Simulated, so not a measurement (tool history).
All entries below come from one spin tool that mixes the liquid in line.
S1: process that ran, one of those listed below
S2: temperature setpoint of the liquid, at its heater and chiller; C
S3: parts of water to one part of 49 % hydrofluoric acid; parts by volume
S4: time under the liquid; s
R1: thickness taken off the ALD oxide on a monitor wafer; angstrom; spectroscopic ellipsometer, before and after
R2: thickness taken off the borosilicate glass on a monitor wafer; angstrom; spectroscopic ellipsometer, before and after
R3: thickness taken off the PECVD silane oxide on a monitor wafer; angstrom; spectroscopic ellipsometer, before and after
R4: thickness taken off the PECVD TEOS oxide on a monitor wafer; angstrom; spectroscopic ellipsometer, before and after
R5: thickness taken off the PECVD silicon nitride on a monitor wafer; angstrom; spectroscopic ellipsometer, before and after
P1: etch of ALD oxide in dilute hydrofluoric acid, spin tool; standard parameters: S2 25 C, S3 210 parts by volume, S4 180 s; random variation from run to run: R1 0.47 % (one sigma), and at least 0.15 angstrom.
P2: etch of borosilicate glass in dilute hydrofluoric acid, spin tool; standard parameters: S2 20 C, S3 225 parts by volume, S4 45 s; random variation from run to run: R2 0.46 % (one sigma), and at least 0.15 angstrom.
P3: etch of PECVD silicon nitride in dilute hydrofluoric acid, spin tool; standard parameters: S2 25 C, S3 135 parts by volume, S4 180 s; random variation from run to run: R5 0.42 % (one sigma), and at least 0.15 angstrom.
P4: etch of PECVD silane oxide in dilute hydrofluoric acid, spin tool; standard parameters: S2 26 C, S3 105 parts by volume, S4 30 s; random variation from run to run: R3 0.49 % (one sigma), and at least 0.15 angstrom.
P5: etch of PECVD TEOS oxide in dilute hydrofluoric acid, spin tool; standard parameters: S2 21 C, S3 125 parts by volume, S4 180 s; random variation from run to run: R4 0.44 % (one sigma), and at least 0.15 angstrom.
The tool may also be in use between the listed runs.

| run | hour | S1 | S2 | S3 | S4 | R1 | R2 | R3 | R4 | R5 |
|---|---|---|---|---|---|---|---|---|---|---|
| 1 | 8.5 | P1 | 25 | 210 | 180 | 175.32 |  |  |  |  |
| 2 | 15.9 | P1 | 29 | 210 | 315 | 350.74 |  |  |  |  |
| 3 | 27.3 | P1 | 18.5 | 210 | 70 | 52.923 |  |  |  |  |
| 4 | 37.6 | P2 | 20 | 225 | 65 |  | 71.355 |  |  |  |
| 5 | 51.6 | P4 | 26 | 105 | 30 |  |  | 90.362 |  |  |
| 6 | 64.8 | P2 | 27 | 225 | 45 |  | 64.079 |  |  |  |
| 7 | 76.1 | P1 | 18.5 | 210 | 180 | 135.98 |  |  |  |  |
| 8 | 83.2 | P1 | 25 | 210 | 180 | 175.65 |  |  |  |  |
| 9 | 92.4 | P2 | 20 | 225 | 45 |  | 48.957 |  |  |  |
| 10 | 107 | P2 | 20 | 335 | 45 |  | 29.7 |  |  |  |
| 11 | 117.1 | P5 | 27 | 125 | 180 |  |  |  | 247.12 |  |
| 12 | 125.3 | P1 | 31.5 | 210 | 180 | 217.94 |  |  |  |  |
| 13 | 135.3 | P3 | 25 | 135 | 180 |  |  |  |  | 49.152 |
| 14 | 143.8 | P3 | 17.5 | 135 | 180 |  |  |  |  | 29.66 |
| 15 | 159.1 | P3 | 25 | 25 | 180 |  |  |  |  | 255 |
| 16 | 174.1 | P3 | 25 | 135 | 365 |  |  |  |  | 99.355 |
| 17 | 186.8 | P1 | 25 | 120 | 180 | 340.05 |  |  |  |  |
| 18 | 200.9 | P5 | 21 | 125 | 180 |  |  |  | 198.39 |  |
| 19 | 209.5 | P1 | 25 | 210 | 25 | 24.186 |  |  |  |  |
| 20 | 218.1 | P1 | 25 | 210 | 180 | 175.41 |  |  |  |  |
| 21 | 233.1 | P4 | 26 | 155 | 30 |  |  | 57.12 |  |  |
| 22 | 248.3 | P1 | 25 | 210 | 180 | 174.75 |  |  |  |  |
| 23 | 261.7 | P4 | 26 | 105 | 15 |  |  | 45.111 |  |  |
| 24 | 269 | P1 | 25 | 210 | 340 | 327.97 |  |  |  |  |
| 25 | 283.5 | P5 | 21 | 125 | 30 |  |  |  | 32.945 |  |
| 26 | 294 | P2 | 20 | 225 | 45 |  | 49.397 |  |  |  |
| 27 | 306.2 | P4 | 26 | 105 | 30 |  |  | 90.104 |  |  |
| 28 | 313.8 | P5 | 21 | 125 | 180 |  |  |  | 196.22 |  |
| 29 | 327.2 | P4 | 31 | 105 | 30 |  |  | 108.79 |  |  |
| 30 | 337.2 | P5 | 21 | 215 | 180 |  |  |  | 104.64 |  |
| 31 | 350.6 | P1 | 25 | 300 | 180 | 112.12 |  |  |  |  |
| 32 | 359.6 | P1 | 25 | 210 | 180 | 175.22 |  |  |  |  |
| 33 | 373.2 | P1 | 25 | 210 | 180 | 170.44 |  |  |  |  |
| 34 | 380 | P1 | 25 | 210 | 180 | 167.29 |  |  |  |  |
| 35 | 388.9 | P1 | 25 | 210 | 180 | 165.23 |  |  |  |  |
| 36 | 402.8 | P1 | 25 | 210 | 180 | 165.59 |  |  |  |  |
| 37 | 418 | P1 | 25 | 210 | 180 | 163.65 |  |  |  |  |
| 38 | 429.7 | P1 | 25 | 210 | 180 | 161.03 |  |  |  |  |
| 39 | 437.2 | P1 | 25 | 210 | 180 | 161.83 |  |  |  |  |
| 40 | 451.4 | P1 | 25 | 210 | 180 | 161.3 |  |  |  |  |
| 41 | 465.4 | P1 | 25 | 210 | 180 | 162.15 |  |  |  |  |
| 42 | 478.4 | P1 | 25 | 210 | 180 | 161.77 |  |  |  |  |

Something has made what P1 gives creep away from where it was; the 2 causes below, each at its own stated size, fit the log equally well:
A: liquid colder than its thermometer reads (K) = 2.17
B: hydrofluoric acid flow below the setpoint (%) = 6.26
At approximately hour 359.6, the process output began to creep.

4 check runs are offered, one wafer each, their results left as question marks. Which one tells the causes apart?
| check 1 | 491.4 | P3 | 18 | 35 | 180 |  |  |  |  | ? |
| check 2 | 491.4 | P2 | 26.5 | 225 | 45 |  | ? |  |  |  |
| check 3 | 491.4 | P5 | 21 | 205 | 95 |  |  |  | ? |  |
| check 4 | 491.4 | P4 | 26 | 105 | 15 |  |  | ? |  |  |

What each check would give under each cause:
| check | result | if A | if B |
|---|---|---|---|
| check 1 | R5 | 97.581 | 107.07 |
| check 2 | R2 | 57.943 | 57.741 |
| check 3 | R4 | 53.498 | 53.788 |
| check 4 | R3 | 41.268 | 41.741 |
Per-check spread between the two closest causes, in the result where they differ most: check 1 9.28 %; check 2 0.35 %; check 3 0.54 %; check 4 1.14 %
Check 1 tells the causes apart: in the others they would give nearly the same result.

Here is what check 1 returned: R5 97.712 angstrom. Which cause is it?

The correct cause is A, namely: liquid colder than its thermometer reads (K).
